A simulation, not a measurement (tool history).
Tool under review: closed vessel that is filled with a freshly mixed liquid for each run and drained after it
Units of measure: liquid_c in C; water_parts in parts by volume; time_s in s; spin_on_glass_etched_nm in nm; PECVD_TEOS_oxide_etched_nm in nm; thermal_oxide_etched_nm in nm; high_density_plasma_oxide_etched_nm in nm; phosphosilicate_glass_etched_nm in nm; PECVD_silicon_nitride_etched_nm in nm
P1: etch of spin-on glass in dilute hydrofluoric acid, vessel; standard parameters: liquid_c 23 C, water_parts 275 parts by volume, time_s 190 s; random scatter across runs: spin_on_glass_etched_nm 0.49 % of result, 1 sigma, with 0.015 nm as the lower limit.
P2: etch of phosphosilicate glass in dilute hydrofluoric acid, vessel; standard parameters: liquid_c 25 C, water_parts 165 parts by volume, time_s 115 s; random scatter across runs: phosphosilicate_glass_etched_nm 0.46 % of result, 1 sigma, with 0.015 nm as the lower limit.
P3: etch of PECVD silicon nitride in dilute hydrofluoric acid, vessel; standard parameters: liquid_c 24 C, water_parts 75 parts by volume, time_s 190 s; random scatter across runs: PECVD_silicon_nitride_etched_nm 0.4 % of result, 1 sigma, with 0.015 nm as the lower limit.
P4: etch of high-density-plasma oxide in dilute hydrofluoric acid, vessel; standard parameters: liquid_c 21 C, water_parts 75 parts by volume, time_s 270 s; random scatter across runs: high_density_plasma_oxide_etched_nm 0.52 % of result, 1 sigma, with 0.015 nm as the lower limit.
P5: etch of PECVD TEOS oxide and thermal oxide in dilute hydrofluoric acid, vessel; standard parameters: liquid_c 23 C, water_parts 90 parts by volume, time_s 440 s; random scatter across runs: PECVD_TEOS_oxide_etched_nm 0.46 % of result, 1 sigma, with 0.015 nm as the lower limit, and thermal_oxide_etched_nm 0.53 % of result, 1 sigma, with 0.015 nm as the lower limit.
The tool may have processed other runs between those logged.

run	day	process	liquid_c	water_parts	time_s	spin_on_glass_etched_nm	PECVD_TEOS_oxide_etched_nm	thermal_oxide_etched_nm	high_density_plasma_oxide_etched_nm	phosphosilicate_glass_etched_nm	PECVD_silicon_nitride_etched_nm
1	0.229	P1	23	275	190	29.889					
2	0.4	P1	17	275	55	6.8694					
3	0.6	P1	17	275	190	23.842					
4	0.792	P1	23	275	190	29.584					
5	0.954	P5	23	90	845		96.358	43.36			
6	1.096	P4	21	75	45				2.7589		
7	1.342	P2	25	165	30					10.312	
8	1.583	P4	21	130	270				8.9608		
9	1.829	P2	25	165	115					39.432	
10	1.967	P5	18.5	90	440		41.747	18.816			
11	2.188	P2	33	165	115					52.583	
12	2.35	P4	28	75	270				21.821		
# day 2.4: thermometer replaced
13	2.546	P5	23	155	440		26.837	12.269			
14	2.767	P1	23	275	190	29.673					
15	2.896	P1	23	140	190	66.742					
16	3.046	P3	24	30	190						34.699
17	3.242	P3	24	75	360						26.897
18	3.475	P5	23	90	440		50.114	22.849			
19	3.712	P5	23	90	440		50.348	22.772			
20	3.875	P1	23	460	190	15.081					
21	4.108	P4	21	75	270				16.348		
22	4.304	P3	24	75	190						14.194
23	4.425	P1	23	275	190	29.823					
24	4.554	P3	24	75	190						14.175
25	4.712	P2	25	165	115					39.246	
26	4.954	P1	23	275	30	4.6853					

Expected results for the next run?
27	5.142	P1	23	485	110	?					

Run 27 gave spin_on_glass_etched_nm 8.0694 nm.
